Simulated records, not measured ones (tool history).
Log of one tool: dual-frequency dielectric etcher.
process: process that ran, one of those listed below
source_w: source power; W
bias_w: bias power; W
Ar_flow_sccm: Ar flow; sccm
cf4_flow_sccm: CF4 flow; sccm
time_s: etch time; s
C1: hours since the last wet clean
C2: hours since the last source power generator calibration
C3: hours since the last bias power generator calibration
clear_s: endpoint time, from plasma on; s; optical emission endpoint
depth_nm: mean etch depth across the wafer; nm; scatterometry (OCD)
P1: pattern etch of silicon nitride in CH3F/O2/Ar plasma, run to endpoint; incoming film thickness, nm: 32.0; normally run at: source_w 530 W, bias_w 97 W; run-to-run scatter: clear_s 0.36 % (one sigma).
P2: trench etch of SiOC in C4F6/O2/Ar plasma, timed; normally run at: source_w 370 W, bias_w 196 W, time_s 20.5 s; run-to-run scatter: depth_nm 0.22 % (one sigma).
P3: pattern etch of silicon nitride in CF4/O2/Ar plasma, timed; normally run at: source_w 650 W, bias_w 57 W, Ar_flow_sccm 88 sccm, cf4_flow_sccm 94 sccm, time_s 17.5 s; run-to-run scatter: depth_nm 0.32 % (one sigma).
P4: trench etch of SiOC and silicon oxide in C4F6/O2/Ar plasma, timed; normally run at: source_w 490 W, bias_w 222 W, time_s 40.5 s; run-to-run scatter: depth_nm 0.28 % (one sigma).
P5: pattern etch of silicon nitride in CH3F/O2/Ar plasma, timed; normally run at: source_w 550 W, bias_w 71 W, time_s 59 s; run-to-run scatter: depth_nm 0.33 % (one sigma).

{"run": 1, "day": 0.146, "process": "P1", "source_w": 530, "bias_w": 97, "C1": 258.1, "C2": 1217.3, "C3": 1560, "clear_s": 38.626}
{"run": 2, "day": 0.388, "process": "P3", "source_w": 650, "bias_w": 57, "Ar_flow_sccm": 88, "cf4_flow_sccm": 94, "time_s": 17.5, "C1": 263.9, "C2": 1223.1, "C3": 1565.8, "depth_nm": 45.459}
{"run": 3, "day": 0.629, "process": "P1", "source_w": 530, "bias_w": 97, "C1": 269.7, "C2": 1228.9, "C3": 1571.6, "clear_s": 38.22}
{"run": 4, "day": 0.746, "process": "P5", "source_w": 550, "bias_w": 71, "time_s": 59, "C1": 272.5, "C2": 1231.7, "C3": 1574.4, "depth_nm": 46.96}
{"run": 5, "day": 1.0, "process": "P1", "source_w": 530, "bias_w": 97, "C1": 278.6, "C2": 1237.8, "C3": 1580.5, "clear_s": 38.707}
{"run": 6, "day": 1.179, "process": "P2", "source_w": 370, "bias_w": 196, "time_s": 20.5, "C1": 282.9, "C2": 1242.1, "C3": 1584.8, "depth_nm": 42.698}
{"run": 7, "day": 1.379, "process": "P1", "source_w": 630, "bias_w": 117, "C1": 287.7, "C2": 1246.9, "C3": 1589.6, "clear_s": 33.768}
{"run": 8, "day": 1.575, "process": "P4", "source_w": 490, "bias_w": 287, "time_s": 40.5, "C1": 292.4, "C2": 1251.6, "C3": 1594.3, "depth_nm": 104.75}
{"run": 9, "day": 1.708, "process": "P2", "source_w": 240, "bias_w": 196, "time_s": 20.5, "C1": 295.6, "C2": 1254.8, "C3": 1597.5, "depth_nm": 36.272}
{"run": 10, "day": 1.838, "process": "P1", "source_w": 530, "bias_w": 115, "C1": 298.7, "C2": 1257.9, "C3": 1600.6, "clear_s": 36.128}
{"run": 11, "day": 1.988, "process": "P4", "source_w": 290, "bias_w": 222, "time_s": 40.5, "C1": 302.3, "C2": 1261.5, "C3": 1604.2, "depth_nm": 78.381}
{"run": 12, "day": 2.2, "process": "P5", "source_w": 550, "bias_w": 99, "time_s": 59, "C1": 307.4, "C2": 1266.6, "C3": 1609.3, "depth_nm": 52.529}
{"run": 13, "day": 2.417, "process": "P4", "source_w": 490, "bias_w": 222, "time_s": 40.5, "C1": 312.6, "C2": 1271.8, "C3": 1614.5, "depth_nm": 96.12}
{"run": 14, "day": 2.533, "process": "P1", "source_w": 720, "bias_w": 97, "C1": 315.4, "C2": 1274.6, "C3": 1617.3, "clear_s": 34.299}
{"run": 15, "day": 2.762, "process": "P5", "source_w": 780, "bias_w": 71, "time_s": 59, "C1": 320.9, "C2": 1280.1, "C3": 1622.8, "depth_nm": 53.651}
{"run": 16, "day": 2.875, "process": "P4", "source_w": 490, "bias_w": 222, "time_s": 57, "C1": 323.6, "C2": 1282.8, "C3": 1625.5, "depth_nm": 135.73}
{"run": 17, "day": 3.012, "process": "P2", "source_w": 370, "bias_w": 196, "time_s": 20.5, "C1": 326.9, "C2": 1286.1, "C3": 1628.8, "depth_nm": 42.675}
{"run": 18, "day": 3.179, "process": "P1", "source_w": 530, "bias_w": 97, "C1": 330.9, "C2": 1290.1, "C3": 1632.8, "clear_s": 38.577}
{"run": 19, "day": 3.35, "process": "P3", "source_w": 440, "bias_w": 57, "Ar_flow_sccm": 88, "cf4_flow_sccm": 94, "time_s": 17.5, "C1": 335, "C2": 1294.2, "C3": 1636.9, "depth_nm": 32.455}
{"run": 20, "day": 3.596, "process": "P1", "source_w": 530, "bias_w": 97, "C1": 340.9, "C2": 1300.1, "C3": 1642.8, "clear_s": 38.53}
{"run": 21, "day": 3.808, "process": "P2", "source_w": 370, "bias_w": 125, "time_s": 20.5, "C1": 346, "C2": 1305.2, "C3": 1647.9, "depth_nm": 37.272}
{"run": 22, "day": 4.038, "process": "P5", "source_w": 550, "bias_w": 71, "time_s": 75.5, "C1": 351.5, "C2": 1310.7, "C3": 1653.4, "depth_nm": 59.686}
{"run": 23, "day": 4.242, "process": "P5", "source_w": 550, "bias_w": 71, "time_s": 59, "C1": 356.4, "C2": 1315.6, "C3": 1658.3, "depth_nm": 46.769}
{"run": 24, "day": 4.383, "process": "P3", "source_w": 650, "bias_w": 38, "Ar_flow_sccm": 88, "cf4_flow_sccm": 94, "time_s": 17.5, "C1": 359.8, "C2": 1319, "C3": 1661.7, "depth_nm": 39.106}
{"run": 25, "day": 4.55, "process": "P1", "source_w": 530, "bias_w": 97, "C1": 363.8, "C2": 1323, "C3": 1665.7, "clear_s": 38.594}
{"run": 26, "day": 4.738, "process": "P3", "source_w": 650, "bias_w": 57, "Ar_flow_sccm": 88, "cf4_flow_sccm": 94, "time_s": 23, "C1": 368.3, "C2": 1327.5, "C3": 1670.2, "depth_nm": 59.745}
{"run": 27, "day": 4.85, "process": "P1", "source_w": 530, "bias_w": 68, "C1": 371, "C2": 1330.2, "C3": 1672.9, "clear_s": 43.564}
{"run": 28, "day": 5.092, "process": "P3", "source_w": 650, "bias_w": 57, "Ar_flow_sccm": 88, "cf4_flow_sccm": 94, "time_s": 17.5, "C1": 376.8, "C2": 1336, "C3": 1678.7, "depth_nm": 45.241}
{"run": 29, "day": 5.333, "process": "P3", "source_w": 650, "bias_w": 57, "Ar_flow_sccm": 112, "cf4_flow_sccm": 94, "time_s": 17.5, "C1": 382.6, "C2": 1341.8, "C3": 1684.5, "depth_nm": 44.119}
{"run": 30, "day": 5.521, "process": "P1", "source_w": 420, "bias_w": 97, "C1": 387.1, "C2": 1346.3, "C3": 1689, "clear_s": 42.042}
{"run": 31, "day": 5.667, "process": "P3", "source_w": 650, "bias_w": 57, "Ar_flow_sccm": 88, "cf4_flow_sccm": 57, "time_s": 17.5, "C1": 390.6, "C2": 1349.8, "C3": 1692.5, "depth_nm": 42.502}
{"run": 32, "day": 5.871, "process": "P2", "source_w": 370, "bias_w": 196, "time_s": 14, "C1": 395.5, "C2": 1354.7, "C3": 1697.4, "depth_nm": 29.192}
{"run": 33, "day": 5.992, "process": "P1", "source_w": 530, "bias_w": 97, "C1": 398.4, "C2": 1357.6, "C3": 1700.3, "clear_s": 38.542}
{"run": 34, "day": 6.188, "process": "P1", "source_w": 530, "bias_w": 97, "C1": 403.1, "C2": 1362.3, "C3": 1705, "clear_s": 38.622}
{"run": 35, "day": 6.4, "process": "P1", "source_w": 530, "bias_w": 97, "C1": 408.2, "C2": 1367.4, "C3": 1710.1, "clear_s": 38.895}
{"run": 36, "day": 6.538, "process": "P1", "source_w": 530, "bias_w": 97, "C1": 411.5, "C2": 1370.7, "C3": 1713.4, "clear_s": 38.695}
{"run": 37, "day": 6.688, "process": "P1", "source_w": 530, "bias_w": 97, "C1": 415.1, "C2": 1374.3, "C3": 1717, "clear_s": 38.978}
{"day": 6.729, "done": "wet clean of the chamber"}
{"run": 38, "day": 6.842, "process": "P1", "source_w": 530, "bias_w": 97, "C1": 2.8, "C2": 1378, "C3": 1720.7, "clear_s": 39.079}
{"run": 39, "day": 7.071, "process": "P1", "source_w": 530, "bias_w": 97, "C1": 8.3, "C2": 1383.5, "C3": 1726.2, "clear_s": 39.23}
{"run": 40, "day": 7.246, "process": "P1", "source_w": 530, "bias_w": 97, "C1": 12.5, "C2": 1387.7, "C3": 1730.4, "clear_s": 39.234}

What P1 gives has crept away from where it was. These 2 causes fit the log equally well, each at the size given:
A: bias power that arrives under what is set, % = 4.89
B: source power that arrives under what is set, % = 4.65
The creep began at about day 5.992.
Why every other cause is out:
chamber walls in a state that lowers the etch rate, %: serviced at day 6.729, which brought nothing back

4 check runs are offered, each on 2 wafers whose results are averaged, their results left as question marks. Which one tells the causes apart?
{"run": "check 1", "day": 7.421, "process": "P2", "source_w": 250, "bias_w": 145, "time_s": 20.5, "depth_nm": "?"}
{"run": "check 2", "day": 7.421, "process": "P5", "source_w": 650, "bias_w": 92, "time_s": 59, "depth_nm": "?"}
{"run": "check 3", "day": 7.421, "process": "P4", "source_w": 390, "bias_w": 222, "time_s": 40.5, "depth_nm": "?"}
{"run": "check 4", "day": 7.421, "process": "P3", "source_w": 510, "bias_w": 57, "Ar_flow_sccm": 88, "cf4_flow_sccm": 80, "time_s": 17.5, "depth_nm": "?"}

What each check would give under each cause:
check=check_1 result=depth_nm if_A=32.909 if_B=32.811
check=check_2 result=depth_nm if_A=53.563 if_B=53.531
check=check_3 result=depth_nm if_A=86.674 if_B=86.521
check=check_4 result=depth_nm if_A=35.359 if_B=34.592
How far apart the two closest causes lie, in the result that separates them most: check 1 0.3 %; check 2 0.06 %; check 3 0.18 %; check 4 2.19 %
Check 4 tells the causes apart: in the others they would give nearly the same result.

Then check 4 was run and gave: depth_nm 35.454 nm. Which cause is it?

It is A: bias power that arrives under what is set, %.

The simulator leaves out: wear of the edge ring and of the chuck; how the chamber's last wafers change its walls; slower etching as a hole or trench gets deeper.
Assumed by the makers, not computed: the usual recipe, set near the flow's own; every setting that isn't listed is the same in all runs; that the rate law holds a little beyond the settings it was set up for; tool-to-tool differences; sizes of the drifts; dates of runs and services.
